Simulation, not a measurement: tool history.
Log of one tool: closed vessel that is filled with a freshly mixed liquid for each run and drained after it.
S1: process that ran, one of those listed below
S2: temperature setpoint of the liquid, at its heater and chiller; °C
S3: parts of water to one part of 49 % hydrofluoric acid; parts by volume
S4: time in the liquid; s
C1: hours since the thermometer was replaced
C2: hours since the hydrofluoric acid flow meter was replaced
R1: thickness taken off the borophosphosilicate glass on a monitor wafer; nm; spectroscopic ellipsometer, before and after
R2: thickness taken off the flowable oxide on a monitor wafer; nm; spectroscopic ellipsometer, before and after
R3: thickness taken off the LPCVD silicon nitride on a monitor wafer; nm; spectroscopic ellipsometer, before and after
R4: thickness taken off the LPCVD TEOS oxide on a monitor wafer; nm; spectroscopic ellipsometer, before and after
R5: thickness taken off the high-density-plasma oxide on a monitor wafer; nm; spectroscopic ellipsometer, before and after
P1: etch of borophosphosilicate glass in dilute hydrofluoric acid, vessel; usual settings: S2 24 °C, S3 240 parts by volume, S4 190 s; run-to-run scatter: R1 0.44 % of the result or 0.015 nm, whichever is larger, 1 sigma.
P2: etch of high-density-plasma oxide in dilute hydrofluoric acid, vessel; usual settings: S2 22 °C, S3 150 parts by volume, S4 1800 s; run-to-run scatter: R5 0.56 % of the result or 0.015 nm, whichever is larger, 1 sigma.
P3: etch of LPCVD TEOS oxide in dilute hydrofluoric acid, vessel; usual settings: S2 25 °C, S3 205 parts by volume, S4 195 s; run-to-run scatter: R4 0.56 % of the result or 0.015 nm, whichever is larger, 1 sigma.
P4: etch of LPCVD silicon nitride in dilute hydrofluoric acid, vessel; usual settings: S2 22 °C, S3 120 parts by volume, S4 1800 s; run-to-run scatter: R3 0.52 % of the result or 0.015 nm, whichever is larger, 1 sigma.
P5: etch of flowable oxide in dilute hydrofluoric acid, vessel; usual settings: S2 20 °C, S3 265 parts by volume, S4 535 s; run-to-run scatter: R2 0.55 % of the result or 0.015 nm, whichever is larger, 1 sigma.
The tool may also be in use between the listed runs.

| run | hour | S1 | S2 | S3 | S4 | C1 | C2 | R1 | R2 | R3 | R4 | R5 |
|---|---|---|---|---|---|---|---|---|---|---|---|---|
| 1 | 5.8 | P1 | 24 | 240 | 190 | 1730.7 | 1030.2 | 25.845 |  |  |  |  |
| 2 | 11.5 | P5 | 20 | 265 | 1035 | 1736.4 | 1035.9 |  | 103.49 |  |  |  |
| 3 | 16.9 | P1 | 24 | 240 | 85 | 1741.8 | 1041.3 | 11.768 |  |  |  |  |
| 4 | 20.3 | P4 | 17 | 120 | 1800 | 1745.2 | 1044.7 |  |  | 4.597 |  |  |
| 5 | 22.9 | P1 | 24 | 240 | 190 | 1747.8 | 1047.3 | 26.031 |  |  |  |  |
| 6 | 26.5 | P1 | 24 | 350 | 190 | 1751.4 | 1050.9 | 15.867 |  |  |  |  |
| 7 | 31.6 | P4 | 22 | 120 | 1800 | 1756.5 | 1056 |  |  | 6.4904 |  |  |
| 8 | 35.7 | P1 | 24 | 50 | 190 | 1760.6 | 1060.1 | 155.7 |  |  |  |  |
| 9 | 41.4 | P5 | 20 | 450 | 535 | 1766.3 | 1065.8 |  | 27.148 |  |  |  |
| 10 | 46.5 | P5 | 20 | 265 | 535 | 1771.4 | 1070.9 |  | 53.803 |  |  |  |
| 11 | 50.2 | P3 | 21 | 205 | 195 | 1775.1 | 1074.6 |  |  |  | 17.048 |  |
| 12 | 54.9 | P1 | 17 | 110 | 190 | 1779.8 | 1079.3 | 49.109 |  |  |  |  |
| 13 | 60.7 | P3 | 25 | 325 | 195 | 1785.6 | 1085.1 |  |  |  | 11.178 |  |
| 14 | 66.5 | P3 | 25 | 205 | 30 | 1791.4 | 1090.9 |  |  |  | 3.0148 |  |
| 15 | 69.6 | P2 | 22 | 225 | 1800 | 1794.5 | 1094 |  |  |  |  | 34.435 |
| 16 | 74 | P1 | 24 | 240 | 190 | 1798.9 | 1098.4 | 26.032 |  |  |  |  |
| 17 | 77.1 | P3 | 25 | 205 | 195 | 1802 | 1101.5 |  |  |  | 19.714 |  |
| 18 | 81.3 | P2 | 22 | 150 | 1800 | 1806.2 | 1105.7 |  |  |  |  | 55.735 |
| 19 | 84.8 | P1 | 24 | 240 | 190 | 1809.7 | 1109.2 | 26.123 |  |  |  |  |
| 20 | 89.9 | P2 | 22 | 150 | 3525 | 1814.8 | 1114.3 |  |  |  |  | 108.68 |
| 21 | 94.8 | P1 | 30.5 | 240 | 190 | 1819.7 | 1119.2 | 32.824 |  |  |  |  |
| 22 | 98.5 | P4 | 22 | 40 | 1800 | 1823.4 | 1122.9 |  |  | 19.101 |  |  |
| 23 | 103.6 | P1 | 24 | 240 | 190 | 1828.5 | 1128 | 26.094 |  |  |  |  |
| 24 | 106.2 | P5 | 17 | 265 | 535 | 1831.1 | 1130.6 |  | 47.916 |  |  |  |
| 25 | 109.6 | P4 | 22 | 120 | 3220 | 1834.5 | 1134 |  |  | 11.808 |  |  |
| 26 | 114.1 | P1 | 24 | 240 | 190 | 1839 | 1138.5 | 26.179 |  |  |  |  |
| 27 | 117.4 | P2 | 17 | 150 | 1800 | 1842.3 | 1141.8 |  |  |  |  | 46.017 |
| 28 | 120.4 | P1 | 24 | 240 | 345 | 1845.3 | 1144.8 | 47.295 |  |  |  |  |

Run 29 comes next. What will it give?
| 29 | 125.1 | P1 | 18.5 | 240 | 190 | 1850 | 1149.5 | ? |  |  |  |  |

Run 29 gave R1 21.069 nm.
